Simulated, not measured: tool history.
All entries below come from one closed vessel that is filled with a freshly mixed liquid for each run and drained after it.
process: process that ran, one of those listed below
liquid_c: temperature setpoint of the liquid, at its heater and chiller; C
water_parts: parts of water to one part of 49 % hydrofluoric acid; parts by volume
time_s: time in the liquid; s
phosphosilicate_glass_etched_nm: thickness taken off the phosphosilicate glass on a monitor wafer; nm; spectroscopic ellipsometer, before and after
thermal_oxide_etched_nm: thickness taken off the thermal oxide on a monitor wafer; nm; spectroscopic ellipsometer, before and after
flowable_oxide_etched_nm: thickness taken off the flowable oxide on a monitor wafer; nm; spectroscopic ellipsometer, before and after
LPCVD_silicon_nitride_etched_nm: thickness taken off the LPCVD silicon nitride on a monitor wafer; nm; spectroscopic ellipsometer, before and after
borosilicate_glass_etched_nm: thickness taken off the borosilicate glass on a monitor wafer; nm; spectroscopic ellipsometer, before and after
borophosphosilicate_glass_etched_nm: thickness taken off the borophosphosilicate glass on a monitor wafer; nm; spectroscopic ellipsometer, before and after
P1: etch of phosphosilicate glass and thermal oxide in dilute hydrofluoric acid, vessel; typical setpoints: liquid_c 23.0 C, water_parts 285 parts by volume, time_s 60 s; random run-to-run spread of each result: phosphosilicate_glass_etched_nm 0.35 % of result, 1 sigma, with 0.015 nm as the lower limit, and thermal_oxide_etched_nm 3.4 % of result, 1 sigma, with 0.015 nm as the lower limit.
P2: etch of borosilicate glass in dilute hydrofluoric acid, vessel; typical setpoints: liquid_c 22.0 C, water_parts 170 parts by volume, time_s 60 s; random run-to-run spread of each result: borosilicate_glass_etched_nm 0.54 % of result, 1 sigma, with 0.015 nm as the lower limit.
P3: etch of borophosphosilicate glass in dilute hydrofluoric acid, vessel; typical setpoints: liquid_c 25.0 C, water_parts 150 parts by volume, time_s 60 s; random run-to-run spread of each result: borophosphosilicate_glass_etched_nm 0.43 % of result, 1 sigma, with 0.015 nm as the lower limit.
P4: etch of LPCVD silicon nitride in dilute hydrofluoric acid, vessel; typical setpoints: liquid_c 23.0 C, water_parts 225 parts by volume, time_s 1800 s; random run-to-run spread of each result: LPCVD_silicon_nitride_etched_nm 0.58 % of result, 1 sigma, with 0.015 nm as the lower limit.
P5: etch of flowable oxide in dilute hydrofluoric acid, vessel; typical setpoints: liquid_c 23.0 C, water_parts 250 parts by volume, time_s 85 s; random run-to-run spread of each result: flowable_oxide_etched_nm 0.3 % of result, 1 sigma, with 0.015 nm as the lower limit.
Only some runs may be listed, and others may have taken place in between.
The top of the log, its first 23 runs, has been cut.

run   hour  process  liquid_c  water_parts  time_s  phosphosilicate_glass_etched_nm  thermal_oxide_etched_nm  flowable_oxide_etched_nm  LPCVD_silicon_nitride_etched_nm  borosilicate_glass_etched_nm  borophosphosilicate_glass_etched_nm
 24  188.2       P1      28.0          285      60                          14.2230                  0.87986
 25  196.2       P3      25.0          150      95                                                                                                                                                                                 23.6830
 26  204.6       P1      23.0          285      60                          12.0320                  0.75385
 27  212.4       P3      25.0          150      60                                                                                                                                                                                 14.8660
 28  220.4       P4      23.0          225    1800                                                                                                              3.47610
 29  229.6       P2      26.5          170      60                                                                                                                                            13.8890
 30  236.2       P4      23.0          225     160                                                                                                              0.31269
 31  245.5       P1      23.0          285      60                          11.9480                  0.68615
 32  256.1       P1      18.0          285      60                           9.9923                  0.63221
 33  264.5       P3      25.0          275      60                                                                                                                                                                                  7.1161
 34  274.5       P1      23.0          285      60                          11.9570                  0.75723
 35  282.5       P1      23.0          285      60                          12.3890                  0.67267
 36  287.5       P1      23.0          285      60                          12.5870                  0.73410
 37  293.5       P1      23.0          285      60                          12.5310                  0.72818
 38  302.6       P1      23.0          285      60                          12.5900                  0.77382
 39  307.7       P1      23.0          285      60                          12.6530                  0.82640
 40  312.7       P1      23.0          285      60                          12.6570                  0.80150

Expected results for the next run?
 41  318.5       P1      23.0          285      60                                ?                        ?

{"run 41": {"phosphosilicate_glass_etched_nm": 12.617, "thermal_oxide_etched_nm": 0.73962}}
